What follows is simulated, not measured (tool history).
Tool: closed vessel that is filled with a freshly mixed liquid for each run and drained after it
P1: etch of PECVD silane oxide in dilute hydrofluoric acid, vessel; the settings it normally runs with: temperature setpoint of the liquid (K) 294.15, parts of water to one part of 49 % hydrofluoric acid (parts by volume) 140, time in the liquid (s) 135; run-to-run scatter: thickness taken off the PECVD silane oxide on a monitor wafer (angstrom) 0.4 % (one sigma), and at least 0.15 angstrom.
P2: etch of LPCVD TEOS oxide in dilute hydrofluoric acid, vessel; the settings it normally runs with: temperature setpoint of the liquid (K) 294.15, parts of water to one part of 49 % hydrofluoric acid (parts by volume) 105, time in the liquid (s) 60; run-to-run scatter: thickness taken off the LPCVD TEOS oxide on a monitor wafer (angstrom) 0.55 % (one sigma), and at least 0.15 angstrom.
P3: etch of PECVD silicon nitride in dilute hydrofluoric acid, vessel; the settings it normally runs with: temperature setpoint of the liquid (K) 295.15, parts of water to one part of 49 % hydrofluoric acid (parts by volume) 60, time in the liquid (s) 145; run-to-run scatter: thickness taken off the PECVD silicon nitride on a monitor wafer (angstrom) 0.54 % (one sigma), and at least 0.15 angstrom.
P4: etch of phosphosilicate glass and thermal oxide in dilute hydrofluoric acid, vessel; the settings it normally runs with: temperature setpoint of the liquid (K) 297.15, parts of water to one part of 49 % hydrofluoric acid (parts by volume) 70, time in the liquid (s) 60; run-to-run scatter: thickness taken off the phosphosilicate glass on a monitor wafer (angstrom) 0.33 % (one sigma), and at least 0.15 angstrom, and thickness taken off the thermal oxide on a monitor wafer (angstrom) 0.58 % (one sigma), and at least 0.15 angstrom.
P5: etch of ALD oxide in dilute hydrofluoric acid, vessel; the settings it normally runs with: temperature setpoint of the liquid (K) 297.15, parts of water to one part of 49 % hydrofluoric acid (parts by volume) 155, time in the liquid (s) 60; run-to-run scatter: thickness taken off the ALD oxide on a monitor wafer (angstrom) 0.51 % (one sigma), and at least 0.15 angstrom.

| run | hour | process that ran | temperature setpoint of the liquid (K) | parts of water to one part of 49 % hydrofluoric acid (parts by volume) | time in the liquid (s) | thickness taken off the PECVD silane oxide on a monitor wafer (angstrom) | thickness taken off the PECVD silicon nitride on a monitor wafer (angstrom) | thickness taken off the phosphosilicate glass on a monitor wafer (angstrom) | thickness taken off the thermal oxide on a monitor wafer (angstrom) | thickness taken off the LPCVD TEOS oxide on a monitor wafer (angstrom) | thickness taken off the ALD oxide on a monitor wafer (angstrom) |
|---|---|---|---|---|---|---|---|---|---|---|---|
| 1 | 6.3 | P1 | 294.15 | 140 | 135 | 125 |  |  |  |  |  |
| 2 | 17.3 | P1 | 294.15 | 140 | 135 | 125.09 |  |  |  |  |  |
| 3 | 24.9 | P3 | 295.15 | 60 | 145 |  | 45.554 |  |  |  |  |
| 4 | 34.1 | P4 | 297.15 | 70 | 60 |  |  | 1348.2 | 41.753 |  |  |
| 5 | 42.5 | P4 | 297.15 | 70 | 90 |  |  | 2014 | 63.212 |  |  |
| 6 | 49.3 | P2 | 290.15 | 105 | 60 |  |  |  |  | 70.982 |  |
| 7 | 61.5 | P3 | 295.15 | 80 | 145 |  | 34.174 |  |  |  |  |
| 8 | 69.2 | P1 | 294.15 | 140 | 30 | 28.214 |  |  |  |  |  |
| 9 | 76 | P3 | 295.15 | 60 | 45 |  | 14.081 |  |  |  |  |
| 10 | 88.7 | P1 | 294.15 | 140 | 135 | 125.89 |  |  |  |  |  |
| 11 | 95.6 | P5 | 290.15 | 155 | 60 |  |  |  |  |  | 58.49 |
| 12 | 107.8 | P5 | 297.15 | 245 | 60 |  |  |  |  |  | 44.115 |
| 13 | 116.1 | P5 | 297.15 | 155 | 60 |  |  |  |  |  | 77.842 |
| 14 | 127.8 | P1 | 294.15 | 195 | 135 | 85.168 |  |  |  |  |  |
| 15 | 139.1 | P5 | 297.15 | 155 | 30 |  |  |  |  |  | 38.474 |
| 16 | 148.4 | P1 | 294.15 | 140 | 135 | 125.48 |  |  |  |  |  |
| 17 | 160.8 | P1 | 294.15 | 65 | 135 | 291.2 |  |  |  |  |  |
| 18 | 167.6 | P2 | 294.15 | 190 | 60 |  |  |  |  | 42.144 |  |
| 19 | 175 | P1 | 294.15 | 140 | 255 | 236.9 |  |  |  |  |  |
| 20 | 187.9 | P1 | 298.15 | 140 | 135 | 146.88 |  |  |  |  |  |
| 21 | 200.6 | P1 | 290.15 | 140 | 230 | 181.67 |  |  |  |  |  |
| 22 | 213.7 | P4 | 297.15 | 125 | 60 |  |  | 703.11 | 22.015 |  |  |
| 23 | 224.1 | P3 | 295.15 | 60 | 145 |  | 45.868 |  |  |  |  |
| 24 | 232.3 | P4 | 290.15 | 70 | 60 |  |  | 1003.4 | 31.601 |  |  |
| 25 | 238.5 | P1 | 294.15 | 190 | 235 | 152.02 |  |  |  |  |  |
| 26 | 246.9 | P3 | 290.15 | 60 | 145 |  | 31.914 |  |  |  |  |
| 27 | 254.1 | P1 | 294.15 | 140 | 135 | 125.65 |  |  |  |  |  |
| 28 | 266.4 | P1 | 294.15 | 140 | 135 | 124.92 |  |  |  |  |  |
| 29 | 277.1 | P1 | 290.15 | 140 | 135 | 106.67 |  |  |  |  |  |
| 30 | 289.4 | P2 | 294.15 | 105 | 30 |  |  |  |  | 41.829 |  |
| 31 | 298.5 | P2 | 294.15 | 105 | 60 |  |  |  |  | 82.865 |  |
| 32 | 306.9 | P1 | 294.15 | 140 | 135 | 124.98 |  |  |  |  |  |
| 33 | 313.7 | P1 | 294.15 | 140 | 135 | 128.22 |  |  |  |  |  |
| 34 | 322.5 | P1 | 294.15 | 140 | 135 | 131.04 |  |  |  |  |  |
| 35 | 331 | P1 | 294.15 | 140 | 135 | 131.42 |  |  |  |  |  |
| 36 | 343.1 | P1 | 294.15 | 140 | 135 | 132.13 |  |  |  |  |  |
| 37 | 352.2 | P1 | 294.15 | 140 | 135 | 133.27 |  |  |  |  |  |
| 38 | 361.4 | P1 | 294.15 | 140 | 135 | 132.77 |  |  |  |  |  |
| 39 | 368.8 | P1 | 294.15 | 140 | 135 | 133.02 |  |  |  |  |  |
| 40 | 375.5 | P1 | 294.15 | 140 | 135 | 132.64 |  |  |  |  |  |

Compared with where it was, what P1 gives has crept away. Each cause listed below fits the log as well as the rest, at the size given for it:
A: hydrofluoric acid flow above the setpoint (%) = 5.51
B: liquid hotter than its thermometer reads (K) = 1.57
The onset of the drift is placed at about hour 306.9.

Each of the 4 check runs below uses one wafer; its results are left as question marks. Which run tells the causes apart?
| check 1 | 382.2 | P5 | 290.15 | 155 | 30 |  |  |  |  |  | ? |
| check 2 | 382.2 | P4 | 297.15 | 110 | 60 |  |  | ? | ? |  |  |
| check 3 | 382.2 | P3 | 290.65 | 60 | 145 |  | ? |  |  |  |  |
| check 4 | 382.2 | P2 | 290.15 | 185 | 60 |  |  |  |  | ? |  |

What each check would give under each cause:
| check | result | if A | if B |
|---|---|---|---|
| check 1 | thickness taken off the ALD oxide on a monitor wafer (angstrom) | 31.199 | 31.269 |
| check 2 | thickness taken off the phosphosilicate glass on a monitor wafer (angstrom) | 866.57 | 867.2 |
| check 2 | thickness taken off the thermal oxide on a monitor wafer (angstrom) | 27.023 | 27.043 |
| check 3 | thickness taken off the PECVD silicon nitride on a monitor wafer (angstrom) | 34.878 | 36.964 |
| check 4 | thickness taken off the LPCVD TEOS oxide on a monitor wafer (angstrom) | 39.338 | 39.336 |
Per check, the gap between the least separated pair of causes, taken in the result that splits them most: check 1 0.22 %; check 2 0.07 %; check 3 5.81 %; check 4 0.01 %
Check 3 distinguishes between the causes, while the remaining checks would return nearly the same result for all of them.

Check 3 has now been run. It gave: thickness taken off the PECVD silicon nitride on a monitor wafer (angstrom) 36.733. Which of the candidate causes is it?

The correct cause is B, namely: liquid hotter than its thermometer reads (K).

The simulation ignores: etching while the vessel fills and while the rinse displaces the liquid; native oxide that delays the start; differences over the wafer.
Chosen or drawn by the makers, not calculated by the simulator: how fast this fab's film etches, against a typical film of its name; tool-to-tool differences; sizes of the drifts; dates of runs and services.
